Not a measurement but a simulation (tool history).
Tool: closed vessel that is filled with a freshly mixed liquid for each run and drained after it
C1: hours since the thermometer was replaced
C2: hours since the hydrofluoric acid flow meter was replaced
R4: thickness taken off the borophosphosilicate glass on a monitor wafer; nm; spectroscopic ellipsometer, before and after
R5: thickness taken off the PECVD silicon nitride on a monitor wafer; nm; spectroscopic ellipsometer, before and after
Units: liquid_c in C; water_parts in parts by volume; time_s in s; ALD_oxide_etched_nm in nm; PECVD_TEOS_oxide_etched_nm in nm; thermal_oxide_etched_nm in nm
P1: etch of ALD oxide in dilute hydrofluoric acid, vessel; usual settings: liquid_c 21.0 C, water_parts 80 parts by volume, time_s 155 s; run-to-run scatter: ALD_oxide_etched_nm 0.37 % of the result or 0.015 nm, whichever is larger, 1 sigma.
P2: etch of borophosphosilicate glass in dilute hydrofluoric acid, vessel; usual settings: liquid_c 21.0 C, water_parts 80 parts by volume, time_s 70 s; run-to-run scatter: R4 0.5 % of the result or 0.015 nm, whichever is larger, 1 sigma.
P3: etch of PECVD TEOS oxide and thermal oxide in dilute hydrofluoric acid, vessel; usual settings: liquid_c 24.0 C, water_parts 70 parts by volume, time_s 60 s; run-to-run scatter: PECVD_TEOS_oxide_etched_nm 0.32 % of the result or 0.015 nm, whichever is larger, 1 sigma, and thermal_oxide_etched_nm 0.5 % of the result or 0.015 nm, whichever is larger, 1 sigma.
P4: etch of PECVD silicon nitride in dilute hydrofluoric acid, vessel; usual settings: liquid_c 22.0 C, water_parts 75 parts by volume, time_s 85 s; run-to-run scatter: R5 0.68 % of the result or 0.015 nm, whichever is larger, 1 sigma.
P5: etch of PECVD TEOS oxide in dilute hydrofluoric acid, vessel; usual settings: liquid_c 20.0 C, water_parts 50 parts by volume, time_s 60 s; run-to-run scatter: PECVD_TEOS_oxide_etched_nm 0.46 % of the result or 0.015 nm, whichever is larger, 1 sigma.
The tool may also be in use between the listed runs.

run 1 hour=4.2 | process=P1 liquid_c=21.0 water_parts=80 time_s=155 | C1=1782.2 C2=165.1 | ALD_oxide_etched_nm=23.024
run 2 hour=7.1 | process=P1 liquid_c=26.5 water_parts=80 time_s=155 | C1=1785.1 C2=168.0 | ALD_oxide_etched_nm=28.502
run 3 hour=9.9 | process=P3 liquid_c=24.0 water_parts=70 time_s=30 | C1=1787.9 C2=170.8 | PECVD_TEOS_oxide_etched_nm=4.7516 thermal_oxide_etched_nm=2.0994
run 4 hour=13.7 | process=P1 liquid_c=21.0 water_parts=80 time_s=250 | C1=1791.7 C2=174.6 | ALD_oxide_etched_nm=36.936
run 5 hour=17.6 | process=P2 liquid_c=21.0 water_parts=80 time_s=70 | C1=1795.6 C2=178.5 | R4=36.369
run 6 hour=21.1 | process=P2 liquid_c=21.0 water_parts=120 time_s=70 | C1=1799.1 C2=182.0 | R4=23.096
run 7 hour=25.2 | process=P2 liquid_c=21.0 water_parts=80 time_s=35 | C1=1803.2 C2=186.1 | R4=18.112
run 8 hour=29.5 | process=P3 liquid_c=24.0 water_parts=20 time_s=60 | C1=1807.5 C2=190.4 | PECVD_TEOS_oxide_etched_nm=35.6430 thermal_oxide_etched_nm=15.7160
run 9 hour=33.4 | process=P5 liquid_c=20.0 water_parts=50 time_s=60 | C1=1811.4 C2=194.3 | PECVD_TEOS_oxide_etched_nm=9.0339
run 10 hour=37.8 | process=P5 liquid_c=17.0 water_parts=50 time_s=60 | C1=1815.8 C2=198.7 | PECVD_TEOS_oxide_etched_nm=7.9687
run 11 hour=41.1 | process=P1 liquid_c=21.0 water_parts=80 time_s=155 | C1=1819.1 C2=202.0 | ALD_oxide_etched_nm=23.025
run 12 hour=45.3 | process=P1 liquid_c=21.0 water_parts=110 time_s=245 | C1=1823.3 C2=206.2 | ALD_oxide_etched_nm=25.398
run 13 hour=48.4 | process=P5 liquid_c=20.0 water_parts=20 time_s=60 | C1=1826.4 C2=209.3 | PECVD_TEOS_oxide_etched_nm=23.5250
run 14 hour=52.6 | process=P1 liquid_c=21.0 water_parts=80 time_s=155 | C1=1830.6 C2=213.5 | ALD_oxide_etched_nm=22.924
run 15 hour=56.0 | process=P4 liquid_c=22.0 water_parts=20 time_s=85 | C1=1834.0 C2=216.9 | R5=14.6420
run 16 hour=60.0 | process=P4 liquid_c=22.0 water_parts=75 time_s=170 | C1=1838.0 C2=220.9 | R5=8.2048
run 17 hour=63.4 | process=P1 liquid_c=21.0 water_parts=80 time_s=155 | C1=1841.4 C2=224.3 | ALD_oxide_etched_nm=22.941
run 18 hour=67.0 | process=P1 liquid_c=21.0 water_parts=20 time_s=155 | C1=1845.0 C2=227.9 | ALD_oxide_etched_nm=98.979
run 19 hour=69.5 | process=P1 liquid_c=21.0 water_parts=135 time_s=155 | C1=1847.5 C2=230.4 | ALD_oxide_etched_nm=12.770
run 20 hour=72.8 | process=P3 liquid_c=24.0 water_parts=70 time_s=60 | C1=1850.8 C2=233.7 | PECVD_TEOS_oxide_etched_nm=9.5584 thermal_oxide_etched_nm=4.2179
run 21 hour=76.9 | process=P3 liquid_c=31.5 water_parts=70 time_s=60 | C1=1854.9 C2=237.8 | PECVD_TEOS_oxide_etched_nm=12.8150 thermal_oxide_etched_nm=5.6856
run 22 hour=80.2 | process=P2 liquid_c=17.0 water_parts=80 time_s=70 | C1=1858.2 C2=241.1 | R4=30.602
run 23 hour=83.5 | process=P1 liquid_c=21.0 water_parts=80 time_s=75 | C1=1861.5 C2=244.4 | ALD_oxide_etched_nm=11.124
run 24 hour=87.5 | process=P1 liquid_c=26.5 water_parts=130 time_s=155 | C1=1865.5 C2=248.4 | ALD_oxide_etched_nm=16.500
run 25 hour=91.8 | process=P1 liquid_c=17.0 water_parts=80 time_s=155 | C1=1869.8 C2=252.7 | ALD_oxide_etched_nm=19.356
run 26 hour=94.3 | process=P5 liquid_c=20.0 water_parts=50 time_s=60 | C1=1872.3 C2=255.2 | PECVD_TEOS_oxide_etched_nm=9.0910
run 27 hour=98.6 | process=P4 liquid_c=27.0 water_parts=75 time_s=85 | C1=1876.6 C2=259.5 | R5=5.7815
run 28 hour=102.7 | process=P4 liquid_c=22.0 water_parts=75 time_s=85 | C1=1880.7 C2=263.6 | R5=4.1445
run 29 hour=104.8 | process=P1 liquid_c=21.0 water_parts=80 time_s=155 | C1=1882.8 C2=265.7 | ALD_oxide_etched_nm=22.997
run 30 hour=106.9 | process=P5 liquid_c=20.0 water_parts=50 time_s=100 | C1=1884.9 C2=267.8 | PECVD_TEOS_oxide_etched_nm=15.2590
run 31 hour=109.6 | process=P1 liquid_c=21.0 water_parts=80 time_s=155 | C1=1887.6 C2=270.5 | ALD_oxide_etched_nm=22.966

The next listed run, before its measurement:
run 32 hour=114.0 | process=P2 liquid_c=21.0 water_parts=80 time_s=70 | C1=1892.0 C2=274.9 | R4=?

Run 32 gave R4 36.166 nm.
